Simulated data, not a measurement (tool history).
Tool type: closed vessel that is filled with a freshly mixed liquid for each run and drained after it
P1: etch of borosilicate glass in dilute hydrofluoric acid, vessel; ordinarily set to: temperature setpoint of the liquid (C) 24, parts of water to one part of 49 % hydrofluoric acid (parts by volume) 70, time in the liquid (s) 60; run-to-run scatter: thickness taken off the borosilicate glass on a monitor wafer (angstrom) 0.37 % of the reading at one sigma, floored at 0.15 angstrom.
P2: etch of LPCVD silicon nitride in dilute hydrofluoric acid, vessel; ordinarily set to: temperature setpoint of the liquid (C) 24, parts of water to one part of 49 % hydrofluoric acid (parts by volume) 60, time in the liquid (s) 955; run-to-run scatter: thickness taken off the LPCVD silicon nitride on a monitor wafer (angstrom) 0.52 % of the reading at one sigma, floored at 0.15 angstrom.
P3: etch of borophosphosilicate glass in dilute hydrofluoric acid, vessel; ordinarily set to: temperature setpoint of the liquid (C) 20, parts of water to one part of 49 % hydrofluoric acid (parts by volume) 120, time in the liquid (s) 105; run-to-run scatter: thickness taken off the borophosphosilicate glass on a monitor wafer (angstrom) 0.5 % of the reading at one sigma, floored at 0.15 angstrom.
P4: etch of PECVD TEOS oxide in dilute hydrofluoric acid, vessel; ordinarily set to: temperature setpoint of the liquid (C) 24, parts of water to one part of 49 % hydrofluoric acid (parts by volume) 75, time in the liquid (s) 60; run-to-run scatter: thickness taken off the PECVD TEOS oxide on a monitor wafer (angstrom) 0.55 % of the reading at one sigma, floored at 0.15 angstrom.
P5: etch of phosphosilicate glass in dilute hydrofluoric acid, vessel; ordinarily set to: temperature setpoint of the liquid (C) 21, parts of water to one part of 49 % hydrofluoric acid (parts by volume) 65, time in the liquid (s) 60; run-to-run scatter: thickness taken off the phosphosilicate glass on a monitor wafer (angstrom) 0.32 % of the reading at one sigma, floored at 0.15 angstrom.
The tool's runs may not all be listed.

run	day	process that ran	temperature setpoint of the liquid (C)	parts of water to one part of 49 % hydrofluoric acid (parts by volume)	time in the liquid (s)	hours since the thermometer was replaced	hours since the hydrofluoric acid flow meter was replaced	thickness taken off the borosilicate glass on a monitor wafer (angstrom)	thickness taken off the PECVD TEOS oxide on a monitor wafer (angstrom)	thickness taken off the borophosphosilicate glass on a monitor wafer (angstrom)	thickness taken off the phosphosilicate glass on a monitor wafer (angstrom)	thickness taken off the LPCVD silicon nitride on a monitor wafer (angstrom)
1	0.171	P1	24	70	60	909.5	1135.7	485.56				
2	0.283	P4	24	75	60	912.2	1138.4		114.68			
3	0.4	P3	20	120	105	915	1141.2			265.66		
4	0.571	P1	24	70	60	919.1	1145.3	480.6				
5	0.675	P5	21	65	60	921.6	1147.8				1161.3	
6	0.792	P1	28.5	70	60	924.4	1150.6	579.89				
7	0.883	P2	24	60	955	926.6	1152.8					75.554
8	1.029	P2	24	60	175	930.1	1156.3					13.68
9	1.125	P1	24	70	90	932.4	1158.6	724.83				
10	1.233	P4	24	30	60	935	1161.2		305.57			
11	1.35	P4	24	75	60	937.8	1164		115.57			
12	1.496	P1	24	70	60	941.3	1167.5	484.18				
13	1.625	P1	24	25	60	944.4	1170.6	1428.9				
14	1.725	P2	24	100	955	946.8	1173					45.067
15	1.879	P4	24	75	30	950.5	1176.7		57.588			
16	1.975	P5	21	65	30	952.8	1179				581.35	
17	2.05	P1	24	70	60	954.6	1180.8	482.4				
18	2.133	P3	20	120	105	956.6	1182.8			267.27		
19	2.304	P1	17	70	60	960.7	1186.9	360.87				
20	2.454	P4	17.5	75	60	964.3	1190.5		88.973			
21	2.621	P1	24	70	60	968.3	1194.5	485.26				
22	2.746	P1	24	70	30	971.3	1197.5	241.89				
23	2.85	P3	20	120	185	973.8	1200			467.19		
# day 2.983: hydrofluoric acid flow meter replaced
24	3.017	P5	21	95	60	977.8	0.9				766.97	
25	3.117	P1	24	100	60	980.2	3.3	324.8				
26	3.212	P1	30.5	70	95	982.5	5.6	984.1				
27	3.342	P5	17	65	60	985.6	8.7				987.4	
28	3.496	P1	24	70	60	989.3	12.4	483.24				
29	3.658	P1	24	70	60	993.2	16.3	483				
30	3.758	P3	20	50	105	995.6	18.7			698.09		
31	3.871	P3	27.5	120	105	998.3	21.4			356.04		

Forecast run 32:
32	3.967	P2	32	60	955	1000.6	23.7					?

thickness taken off the LPCVD silicon nitride on a monitor wafer (angstrom): 126.33

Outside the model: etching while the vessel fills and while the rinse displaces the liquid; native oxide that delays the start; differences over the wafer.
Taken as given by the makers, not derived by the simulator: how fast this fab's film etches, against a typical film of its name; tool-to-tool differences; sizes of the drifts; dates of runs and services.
